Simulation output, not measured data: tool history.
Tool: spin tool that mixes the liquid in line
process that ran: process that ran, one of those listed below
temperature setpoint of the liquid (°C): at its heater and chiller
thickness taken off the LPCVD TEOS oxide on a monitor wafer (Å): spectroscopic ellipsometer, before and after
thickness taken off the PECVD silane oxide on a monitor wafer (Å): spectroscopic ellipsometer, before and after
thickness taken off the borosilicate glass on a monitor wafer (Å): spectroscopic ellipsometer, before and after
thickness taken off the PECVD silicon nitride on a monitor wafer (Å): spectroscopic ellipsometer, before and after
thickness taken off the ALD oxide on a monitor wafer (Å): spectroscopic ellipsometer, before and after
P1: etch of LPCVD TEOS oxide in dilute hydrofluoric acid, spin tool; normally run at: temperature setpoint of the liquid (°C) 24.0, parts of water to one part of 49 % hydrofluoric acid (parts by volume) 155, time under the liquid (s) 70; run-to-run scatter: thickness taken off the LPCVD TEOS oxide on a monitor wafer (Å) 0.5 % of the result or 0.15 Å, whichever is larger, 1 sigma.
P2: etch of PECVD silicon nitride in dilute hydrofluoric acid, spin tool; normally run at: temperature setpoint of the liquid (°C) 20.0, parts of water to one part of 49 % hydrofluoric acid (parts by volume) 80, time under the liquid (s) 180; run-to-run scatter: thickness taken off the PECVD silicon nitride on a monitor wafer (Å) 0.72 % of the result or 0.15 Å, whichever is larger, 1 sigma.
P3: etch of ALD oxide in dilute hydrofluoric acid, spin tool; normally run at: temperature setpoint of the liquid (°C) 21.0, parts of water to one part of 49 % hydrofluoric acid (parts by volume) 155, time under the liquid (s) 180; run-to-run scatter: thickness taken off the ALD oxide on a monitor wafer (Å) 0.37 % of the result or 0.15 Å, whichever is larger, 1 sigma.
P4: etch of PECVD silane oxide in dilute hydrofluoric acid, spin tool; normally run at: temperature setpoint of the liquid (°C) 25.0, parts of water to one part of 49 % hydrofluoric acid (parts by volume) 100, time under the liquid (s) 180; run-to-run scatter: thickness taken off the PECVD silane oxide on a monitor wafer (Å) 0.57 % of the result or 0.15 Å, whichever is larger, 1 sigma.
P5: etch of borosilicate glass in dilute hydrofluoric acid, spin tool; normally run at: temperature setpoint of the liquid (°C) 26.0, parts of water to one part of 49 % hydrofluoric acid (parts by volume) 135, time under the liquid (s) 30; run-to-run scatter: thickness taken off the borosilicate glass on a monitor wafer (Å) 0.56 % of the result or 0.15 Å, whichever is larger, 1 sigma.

run,hour,process that ran,temperature setpoint of the liquid (°C),parts of water to one part of 49 % hydrofluoric acid (parts by volume),time under the liquid (s),hours since the thermometer was replaced,hours since the hydrofluoric acid flow meter was replaced,thickness taken off the LPCVD TEOS oxide on a monitor wafer (Å),thickness taken off the PECVD silane oxide on a monitor wafer (Å),thickness taken off the borosilicate glass on a monitor wafer (Å),thickness taken off the PECVD silicon nitride on a monitor wafer (Å),thickness taken off the ALD oxide on a monitor wafer (Å)
1,14.4,P1,24.0,155,70,708.5,172.1,116.630,,,,
2,21.4,P1,24.0,155,70,715.5,179.1,115.310,,,,
3,33.2,P4,25.0,100,100,727.3,190.9,,159.67,,,
4,43.4,P5,22.0,135,30,737.5,201.1,,,91.994,,
5,59.0,P1,20.5,50,70,753.1,216.7,352.820,,,,
6,68.9,P2,20.0,35,180,763.0,226.6,,,,82.3810,
7,82.5,P3,21.0,155,320,776.6,240.2,,,,,286.550
8,95.5,P2,20.0,80,15,789.6,253.2,,,,3.2106,
9,106.6,P5,26.0,135,15,800.7,264.3,,,54.671,,
10,119.1,P1,17.0,155,70,813.2,276.8,87.485,,,,
11,126.8,P1,29.5,155,70,820.9,284.5,141.970,,,,
12,141.1,P4,25.0,100,180,835.2,298.8,,284.29,,,
13,155.4,P1,24.0,80,70,849.5,313.1,245.300,,,,
14,167.7,P1,24.0,285,70,861.8,325.4,54.698,,,,
15,177.4,P1,24.0,155,70,871.5,335.1,115.840,,,,
16,190.9,P4,25.0,160,180,885.0,348.6,,167.43,,,
17,201.4,P3,21.0,250,180,895.5,359.1,,,,,90.829
18,214.9,P5,26.0,40,30,909.0,372.6,,,415.610,,
19,230.1,P1,29.0,155,105,924.2,387.8,210.200,,,,
20,238.1,P2,17.0,80,180,932.2,395.8,,,,30.5840,
21,246.3,P4,29.0,100,180,940.4,404.0,,336.13,,,
22,257.4,P1,24.0,155,70,951.5,415.1,115.590,,,,
23,270.0,P1,24.0,30,120,964.1,427.7,1196.700,,,,
24,278.3,P1,24.0,155,70,972.4,436.0,115.640,,,,
25,286.6,P3,21.0,155,180,980.7,444.3,,,,,161.100
26,298.3,P3,28.5,155,180,992.4,456.0,,,,,214.190
27,310.3,P2,20.0,80,180,1004.4,468.0,,,,37.0220,
28,326.1,P1,24.0,155,40,1020.2,483.8,65.942,,,,
29,339.8,P2,20.0,80,180,1033.9,497.5,,,,37.4920,
30,355.0,P5,26.0,135,30,1049.1,512.7,,,108.350,,
31,362.8,P4,25.0,100,180,1056.9,520.5,,286.58,,,
32,375.5,P3,21.0,155,180,1069.6,533.2,,,,,159.770
33,383.0,P1,24.0,155,105,1077.1,540.7,172.370,,,,
34,396.4,P5,26.0,135,30,1090.5,554.1,,,107.210,,
35,410.7,P1,24.0,155,70,1104.8,568.4,115.200,,,,
36,424.6,P1,24.0,155,70,1118.7,582.3,121.640,,,,
37,431.9,P1,24.0,155,70,1126.0,589.6,123.650,,,,
38,441.6,P1,24.0,155,70,1135.7,599.3,124.830,,,,
39,448.4,P1,24.0,155,70,1142.5,606.1,125.230,,,,
40,457.8,P1,24.0,155,70,1151.9,615.5,125.360,,,,
41,467.2,P1,24.0,155,70,1161.3,624.9,124.670,,,,
42,475.6,P1,24.0,155,70,1169.7,633.3,126.390,,,,
43,486.3,P1,24.0,155,70,1180.4,644.0,127.510,,,,

What P1 gives has crept away from where it was. These 2 causes fit the log equally well, each at the size given:
A: hydrofluoric acid flow above the setpoint (%) = 7.6
B: liquid hotter than its thermometer reads (K) = 2.28
The creep began at about hour 410.7.

4 check runs are offered, one wafer each, their results left as question marks. Which one tells the causes apart?
check 1,497.0,P5,26.0,135,30,,,,,?,,
check 2,497.0,P3,21.0,155,180,,,,,,,?
check 3,497.0,P2,20.0,80,180,,,,,,?,
check 4,497.0,P4,25.0,100,180,,,,?,,,

What each check would give under each cause:
check,result,if A,if B
check 1,thickness taken off the borosilicate glass on a monitor wafer (Å),118.160,118.210
check 2,thickness taken off the ALD oxide on a monitor wafer (Å),174.740,175.370
check 3,thickness taken off the PECVD silicon nitride on a monitor wafer (Å),40.2350,43.7430
check 4,thickness taken off the PECVD silane oxide on a monitor wafer (Å),311.20,313.21
How far apart the two closest causes lie, in the result that separates them most: check 1 0.04 %; check 2 0.36 %; check 3 8.36 %; check 4 0.64 %
Only check 3 tells the causes apart: in the others they would give nearly the same result.

Then check 3 was run and gave: thickness taken off the PECVD silicon nitride on a monitor wafer (Å) 43.3790. Which cause is it?

It is B: liquid hotter than its thermometer reads (K).
